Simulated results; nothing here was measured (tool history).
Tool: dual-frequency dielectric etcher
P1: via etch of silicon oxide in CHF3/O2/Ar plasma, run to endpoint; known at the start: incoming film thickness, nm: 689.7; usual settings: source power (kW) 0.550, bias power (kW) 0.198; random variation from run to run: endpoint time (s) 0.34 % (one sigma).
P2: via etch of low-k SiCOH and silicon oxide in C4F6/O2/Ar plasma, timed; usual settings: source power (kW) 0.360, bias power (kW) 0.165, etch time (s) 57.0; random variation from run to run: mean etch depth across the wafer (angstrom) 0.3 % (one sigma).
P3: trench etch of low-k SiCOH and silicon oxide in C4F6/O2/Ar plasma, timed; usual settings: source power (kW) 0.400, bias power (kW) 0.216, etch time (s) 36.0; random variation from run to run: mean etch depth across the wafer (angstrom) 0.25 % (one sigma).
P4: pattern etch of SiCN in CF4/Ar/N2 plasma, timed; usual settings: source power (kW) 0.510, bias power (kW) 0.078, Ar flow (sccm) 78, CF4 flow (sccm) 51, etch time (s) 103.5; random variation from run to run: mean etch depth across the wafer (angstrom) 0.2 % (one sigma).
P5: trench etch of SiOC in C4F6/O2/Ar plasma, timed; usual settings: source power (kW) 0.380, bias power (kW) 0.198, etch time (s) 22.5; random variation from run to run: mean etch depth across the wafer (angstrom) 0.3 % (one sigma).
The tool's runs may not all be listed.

| run | hour | process that ran | source power (kW) | bias power (kW) | etch time (s) | Ar flow (sccm) | CF4 flow (sccm) | endpoint time (s) | mean etch depth across the wafer (angstrom) |
|---|---|---|---|---|---|---|---|---|---|
| 1 | 6.7 | P1 | 0.550 | 0.198 |  |  |  | 350.64 |  |
| 2 | 15.2 | P2 | 0.360 | 0.165 | 39.0 |  |  |  | 1002.80 |
| 3 | 21.8 | P1 | 0.770 | 0.198 |  |  |  | 307.83 |  |
| 4 | 27.7 | P1 | 0.550 | 0.198 |  |  |  | 350.16 |  |
| 5 | 33.2 | P5 | 0.380 | 0.198 | 22.5 |  |  |  | 478.75 |
| 6 | 40.5 | P3 | 0.400 | 0.216 | 36.0 |  |  |  | 1227.30 |
| 7 | 50.3 | P4 | 0.510 | 0.049 | 103.5 | 78 | 51 |  | 854.00 |
| 8 | 59.4 | P4 | 0.680 | 0.078 | 103.5 | 78 | 51 |  | 1280.30 |
| 9 | 63.8 | P3 | 0.400 | 0.216 | 36.0 |  |  |  | 1223.90 |
| 10 | 68.5 | P4 | 0.510 | 0.078 | 103.5 | 78 | 51 |  | 996.17 |
| 11 | 73.4 | P1 | 0.550 | 0.198 |  |  |  | 349.31 |  |
| 12 | 83.2 | P5 | 0.380 | 0.278 | 22.5 |  |  |  | 536.86 |
| 13 | 91.9 | P2 | 0.360 | 0.109 | 57.0 |  |  |  | 1287.70 |
| 14 | 96.8 | P5 | 0.260 | 0.198 | 22.5 |  |  |  | 412.43 |
| 15 | 103.4 | P4 | 0.510 | 0.078 | 76.0 | 78 | 51 |  | 732.17 |
| 16 | 112.0 | P1 | 0.430 | 0.198 |  |  |  | 383.88 |  |
| 17 | 120.7 | P3 | 0.400 | 0.146 | 36.0 |  |  |  | 1080.70 |
| 18 | 127.8 | P4 | 0.510 | 0.078 | 103.5 | 78 | 51 |  | 992.95 |
| 19 | 136.4 | P1 | 0.670 | 0.156 |  |  |  | 353.84 |  |
| 20 | 146.2 | P1 | 0.550 | 0.198 |  |  |  | 350.55 |  |
| 21 | 154.1 | P5 | 0.380 | 0.198 | 30.5 |  |  |  | 644.70 |
| 22 | 163.4 | P4 | 0.510 | 0.078 | 103.5 | 94 | 51 |  | 963.46 |
| 23 | 172.2 | P1 | 0.550 | 0.276 |  |  |  | 312.37 |  |
| 24 | 178.2 | P1 | 0.550 | 0.132 |  |  |  | 401.71 |  |
| 25 | 183.6 | P4 | 0.510 | 0.078 | 103.5 | 78 | 67 |  | 1036.60 |
| 26 | 190.7 | P3 | 0.550 | 0.216 | 36.0 |  |  |  | 1388.20 |
| 27 | 198.7 | P1 | 0.550 | 0.198 |  |  |  | 349.82 |  |
| 28 | 208.5 | P2 | 0.360 | 0.165 | 57.0 |  |  |  | 1459.90 |
| 29 | 216.7 | P3 | 0.400 | 0.216 | 21.5 |  |  |  | 733.81 |
| 30 | 221.5 | P2 | 0.220 | 0.165 | 57.0 |  |  |  | 1204.30 |
| 31 | 228.3 | P1 | 0.720 | 0.160 |  |  |  | 338.86 |  |
| 32 | 237.7 | P1 | 0.550 | 0.198 |  |  |  | 349.00 |  |
| 33 | 242.5 | P1 | 0.550 | 0.198 |  |  |  | 351.34 |  |
| 34 | 248.6 | P1 | 0.550 | 0.198 |  |  |  | 352.54 |  |
| 35 | 253.4 | P1 | 0.550 | 0.198 |  |  |  | 353.91 |  |
| 36 | 262.5 | P1 | 0.550 | 0.198 |  |  |  | 356.82 |  |
|  | 267.1 | wet clean of the chamber |
| 37 | 267.8 | P1 | 0.550 | 0.198 |  |  |  | 355.49 |  |
| 38 | 276.1 | P1 | 0.550 | 0.198 |  |  |  | 357.27 |  |
| 39 | 283.3 | P1 | 0.550 | 0.198 |  |  |  | 357.37 |  |
| 40 | 287.7 | P1 | 0.550 | 0.198 |  |  |  | 356.36 |  |

What P1 gives has crept away from where it was. These 2 causes fit the log equally well, each at the size given:
A: source power that arrives under what is set, % = 4.45
B: bias power that arrives under what is set, % = 4.91
The creep began at about hour 237.7.
Why every other cause is out:
chamber walls in a state that lowers the etch rate, %: serviced at hour 267.1, which brought nothing back

4 check runs are offered, one wafer each, their results left as question marks. Which one tells the causes apart?
| check 1 | 292.1 | P4 | 0.510 | 0.078 | 85.5 | 78 | 51 |  | ? |
| check 2 | 292.1 | P5 | 0.290 | 0.259 | 22.5 |  |  |  | ? |
| check 3 | 292.1 | P3 | 0.500 | 0.216 | 36.0 |  |  |  | ? |
| check 4 | 292.1 | P2 | 0.300 | 0.165 | 44.0 |  |  |  | ? |

What each check would give under each cause:
| check | result | if A | if B |
|---|---|---|---|
| check 1 | mean etch depth across the wafer (angstrom) | 790.27 | 808.01 |
| check 2 | mean etch depth across the wafer (angstrom) | 464.09 | 464.01 |
| check 3 | mean etch depth across the wafer (angstrom) | 1313.60 | 1315.50 |
| check 4 | mean etch depth across the wafer (angstrom) | 1031.40 | 1033.30 |
How far apart the two closest causes lie, in the result that separates them most: check 1 2.22 %; check 2 0.02 %; check 3 0.14 %; check 4 0.18 %
Only check 1 tells the causes apart: in the others they would give nearly the same result.

Check 1 was then run and gave: mean etch depth across the wafer (angstrom) 811.07. Which cause is it?

It is B: bias power that arrives under what is set, %.

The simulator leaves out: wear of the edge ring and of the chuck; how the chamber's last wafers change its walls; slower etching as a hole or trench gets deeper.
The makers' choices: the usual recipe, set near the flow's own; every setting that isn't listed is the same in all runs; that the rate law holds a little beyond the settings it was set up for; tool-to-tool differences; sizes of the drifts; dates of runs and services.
